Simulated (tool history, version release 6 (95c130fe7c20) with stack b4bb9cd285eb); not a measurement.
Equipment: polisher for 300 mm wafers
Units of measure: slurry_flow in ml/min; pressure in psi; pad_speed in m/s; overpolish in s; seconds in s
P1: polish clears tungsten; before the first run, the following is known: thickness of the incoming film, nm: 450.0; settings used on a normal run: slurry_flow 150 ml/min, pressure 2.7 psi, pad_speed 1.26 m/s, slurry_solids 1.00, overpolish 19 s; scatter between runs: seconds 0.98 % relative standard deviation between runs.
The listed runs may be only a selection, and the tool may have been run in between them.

| run | hour | slurry_flow | pressure | pad_speed | slurry_solids | overpolish | seconds |
|---|---|---|---|---|---|---|---|
| 1 | 10.8 | 150 | 2.7 | 1.26 | 1.00 | 19 | 96.620 |
| 2 | 20.7 | 150 | 2.7 | 1.26 | 0.55 | 19 | 110.330 |
| 3 | 29.2 | 150 | 2.7 | 1.26 | 1.00 | 35 | 96.290 |
| 4 | 34.2 | 150 | 2.7 | 0.70 | 1.00 | 19 | 173.330 |
| 5 | 41.4 | 205 | 2.7 | 1.26 | 0.60 | 19 | 104.120 |
| 6 | 49.3 | 150 | 2.7 | 1.26 | 1.45 | 19 | 88.555 |
| 7 | 56.9 | 90 | 2.7 | 1.26 | 1.00 | 19 | 109.950 |
| 8 | 67.3 | 150 | 2.7 | 1.26 | 1.00 | 19 | 97.389 |
| 9 | 73.1 | 150 | 2.7 | 1.26 | 1.00 | 19 | 97.427 |
| 10 | 83.1 | 150 | 3.9 | 0.98 | 1.00 | 19 | 85.585 |
| 11 | 89.6 | 150 | 2.7 | 1.26 | 1.00 | 19 | 96.658 |
|  | 95.7 | slurry tank refilled with fresh slurry and peroxide |
| 12 | 97.4 | 150 | 1.2 | 1.26 | 1.00 | 19 | 215.980 |
| 13 | 107.4 | 205 | 2.7 | 1.26 | 1.00 | 19 | 92.210 |
| 14 | 115.7 | 150 | 2.7 | 1.26 | 1.00 | 7 | 95.941 |
| 15 | 124.3 | 150 | 2.7 | 1.72 | 1.00 | 19 | 71.468 |
| 16 | 131.6 | 150 | 3.6 | 1.26 | 1.00 | 19 | 72.308 |
| 17 | 140.8 | 150 | 2.7 | 1.26 | 1.00 | 19 | 96.458 |
| 18 | 147.6 | 150 | 2.7 | 1.26 | 1.00 | 19 | 95.114 |
| 19 | 155.4 | 150 | 2.7 | 1.26 | 1.00 | 19 | 98.476 |
| 20 | 166.3 | 150 | 2.7 | 1.26 | 1.00 | 19 | 100.670 |
|  | 169.7 | head pressure recalibrated |
| 21 | 174.5 | 150 | 2.7 | 1.26 | 1.00 | 19 | 103.980 |
| 22 | 181.7 | 150 | 2.7 | 1.26 | 1.00 | 19 | 104.900 |

Estimate the outcome of run 23 from the log above:
|  | 183.0 | slurry blender recalibrated |
|  | 188.3 | worn pad replaced by a new one |
| 23 | 189.6 | 150 | 2.7 | 1.26 | 1.00 | 19 | ? |

{"run 23": {"seconds": 105.48}}

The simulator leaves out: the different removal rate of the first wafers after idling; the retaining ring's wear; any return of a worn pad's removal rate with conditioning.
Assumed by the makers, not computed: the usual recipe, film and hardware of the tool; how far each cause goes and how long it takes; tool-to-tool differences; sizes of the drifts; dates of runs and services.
